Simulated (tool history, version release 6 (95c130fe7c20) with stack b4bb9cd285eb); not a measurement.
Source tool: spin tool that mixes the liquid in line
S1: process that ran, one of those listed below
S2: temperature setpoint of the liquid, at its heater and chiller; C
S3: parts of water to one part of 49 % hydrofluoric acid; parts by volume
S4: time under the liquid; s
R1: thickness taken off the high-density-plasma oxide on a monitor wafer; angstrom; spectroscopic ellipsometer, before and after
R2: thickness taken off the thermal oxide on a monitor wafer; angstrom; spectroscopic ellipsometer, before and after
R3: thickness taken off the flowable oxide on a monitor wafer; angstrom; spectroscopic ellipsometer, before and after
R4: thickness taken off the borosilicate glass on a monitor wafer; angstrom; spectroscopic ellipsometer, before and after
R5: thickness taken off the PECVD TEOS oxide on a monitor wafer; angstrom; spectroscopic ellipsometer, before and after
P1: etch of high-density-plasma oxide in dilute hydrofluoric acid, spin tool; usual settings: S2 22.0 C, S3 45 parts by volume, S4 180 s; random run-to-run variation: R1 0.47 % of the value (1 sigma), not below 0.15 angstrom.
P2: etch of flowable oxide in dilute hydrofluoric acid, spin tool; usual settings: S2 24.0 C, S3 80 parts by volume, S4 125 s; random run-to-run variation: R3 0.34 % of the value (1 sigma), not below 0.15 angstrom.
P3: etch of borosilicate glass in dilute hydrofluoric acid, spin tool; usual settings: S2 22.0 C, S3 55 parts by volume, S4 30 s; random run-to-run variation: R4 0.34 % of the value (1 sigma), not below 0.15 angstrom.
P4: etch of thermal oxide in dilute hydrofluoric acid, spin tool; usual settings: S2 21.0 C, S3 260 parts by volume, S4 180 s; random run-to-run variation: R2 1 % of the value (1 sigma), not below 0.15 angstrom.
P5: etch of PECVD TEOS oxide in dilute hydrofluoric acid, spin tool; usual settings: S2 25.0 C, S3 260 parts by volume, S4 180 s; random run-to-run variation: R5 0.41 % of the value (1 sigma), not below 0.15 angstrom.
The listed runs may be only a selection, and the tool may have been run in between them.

| run | hour | S1 | S2 | S3 | S4 | R1 | R2 | R3 | R4 | R5 |
|---|---|---|---|---|---|---|---|---|---|---|
| 1 | 9.3 | P1 | 22.0 | 45 | 180 | 347.48 |  |  |  |  |
| 2 | 23.6 | P4 | 21.0 | 260 | 180 |  | 25.5840 |  |  |  |
| 3 | 40.6 | P1 | 17.0 | 45 | 305 | 474.35 |  |  |  |  |
| 4 | 56.4 | P2 | 24.0 | 80 | 125 |  |  | 542.11 |  |  |
| 5 | 66.9 | P4 | 21.0 | 260 | 180 |  | 25.7150 |  |  |  |
| 6 | 77.8 | P1 | 18.0 | 45 | 180 | 293.27 |  |  |  |  |
| 7 | 90.1 | P3 | 22.0 | 55 | 30 |  |  |  | 247.47 |  |
| 8 | 104.5 | P2 | 24.0 | 80 | 240 |  |  | 1032.60 |  |  |
| 9 | 121.2 | P4 | 21.0 | 260 | 15 |  | 2.0638 |  |  |  |
| 10 | 138.3 | P1 | 28.5 | 45 | 180 | 456.28 |  |  |  |  |
| 11 | 156.9 | P5 | 25.0 | 260 | 180 |  |  |  |  | 78.544 |
| 12 | 168.4 | P1 | 22.0 | 30 | 180 | 535.08 |  |  |  |  |
| 13 | 180.6 | P2 | 32.0 | 80 | 125 |  |  | 738.57 |  |  |
| 14 | 190.3 | P1 | 22.0 | 45 | 60 | 116.14 |  |  |  |  |
| 15 | 205.0 | P1 | 22.0 | 45 | 180 | 346.30 |  |  |  |  |
| 16 | 216.4 | P5 | 32.5 | 260 | 180 |  |  |  |  | 101.380 |
| 17 | 234.1 | P1 | 22.0 | 45 | 180 | 349.01 |  |  |  |  |
| 18 | 250.3 | P1 | 22.0 | 45 | 180 | 350.87 |  |  |  |  |
| 19 | 261.5 | P2 | 24.0 | 80 | 125 |  |  | 538.85 |  |  |
| 20 | 278.5 | P1 | 22.0 | 45 | 180 | 348.12 |  |  |  |  |
| 21 | 291.1 | P1 | 22.0 | 60 | 180 | 259.26 |  |  |  |  |
| 22 | 303.0 | P1 | 22.0 | 45 | 340 | 660.67 |  |  |  |  |
| 23 | 317.3 | P1 | 22.0 | 45 | 180 | 346.84 |  |  |  |  |
| 24 | 336.0 | P3 | 22.0 | 55 | 15 |  |  |  | 124.18 |  |
| 25 | 351.9 | P3 | 17.0 | 55 | 30 |  |  |  | 199.57 |  |
| 26 | 364.8 | P1 | 22.0 | 30 | 80 | 236.35 |  |  |  |  |
| 27 | 380.7 | P4 | 21.0 | 60 | 180 |  | 135.7700 |  |  |  |
| 28 | 397.6 | P2 | 24.0 | 20 | 125 |  |  | 2337.00 |  |  |
| 29 | 413.7 | P1 | 22.0 | 30 | 255 | 753.73 |  |  |  |  |
| 30 | 425.6 | P3 | 22.0 | 20 | 30 |  |  |  | 708.91 |  |
| 31 | 443.6 | P5 | 25.0 | 260 | 60 |  |  |  |  | 26.313 |
| 32 | 460.9 | P4 | 28.5 | 260 | 180 |  | 33.5400 |  |  |  |
| 33 | 470.1 | P5 | 25.0 | 410 | 180 |  |  |  |  | 43.279 |
| 34 | 487.6 | P1 | 22.0 | 45 | 180 | 346.57 |  |  |  |  |
| 35 | 496.7 | P1 | 22.0 | 45 | 180 | 356.28 |  |  |  |  |
| 36 | 515.2 | P1 | 22.0 | 45 | 180 | 369.89 |  |  |  |  |
| 37 | 527.6 | P1 | 22.0 | 45 | 180 | 370.25 |  |  |  |  |
| 38 | 541.2 | P1 | 22.0 | 45 | 180 | 377.17 |  |  |  |  |
| 39 | 556.6 | P1 | 22.0 | 45 | 180 | 375.02 |  |  |  |  |
| 40 | 568.0 | P1 | 22.0 | 45 | 180 | 374.81 |  |  |  |  |
| 41 | 580.8 | P1 | 22.0 | 45 | 180 | 378.48 |  |  |  |  |
| 42 | 592.3 | P1 | 22.0 | 45 | 180 | 374.46 |  |  |  |  |

Compared with where it was, what P1 gives has crept away. Each cause listed below fits the log as well as the rest, at the size given for it:
A: hydrofluoric acid flow above the setpoint (%) = 7.9
B: liquid hotter than its thermometer reads (K) = 1.93
The process output started creeping at around hour 487.6.

Of the 4 check runs listed below, each run on one wafer and each result written as a question mark, which would let you distinguish the listed causes because they would give clearly different results?
| check 1 | 603.8 | P3 | 17.0 | 55 | 30 |  |  |  | ? |  |
| check 2 | 603.8 | P2 | 29.0 | 40 | 125 |  |  | ? |  |  |
| check 3 | 603.8 | P5 | 30.0 | 260 | 180 |  |  |  |  | ? |
| check 4 | 603.8 | P4 | 21.0 | 65 | 15 |  | ? |  |  |  |

What each check would give under each cause:
| check | result | if A | if B |
|---|---|---|---|
| check 1 | R4 | 216.59 | 217.12 |
| check 2 | R3 | 1504.60 | 1498.50 |
| check 3 | R5 | 102.680 | 99.148 |
| check 4 | R2 | 11.3400 | 11.3180 |
Separation of the two closest causes in each check, using whichever result separates them best: check 1 0.24 %; check 2 0.4 %; check 3 3.5 %; check 4 0.2 %
Check 3 tells the causes apart: in the others they would give nearly the same result.

The results of check 3 are: R5 102.250 angstrom. Based on these, which of the listed causes is it?

It is A: hydrofluoric acid flow above the setpoint (%).
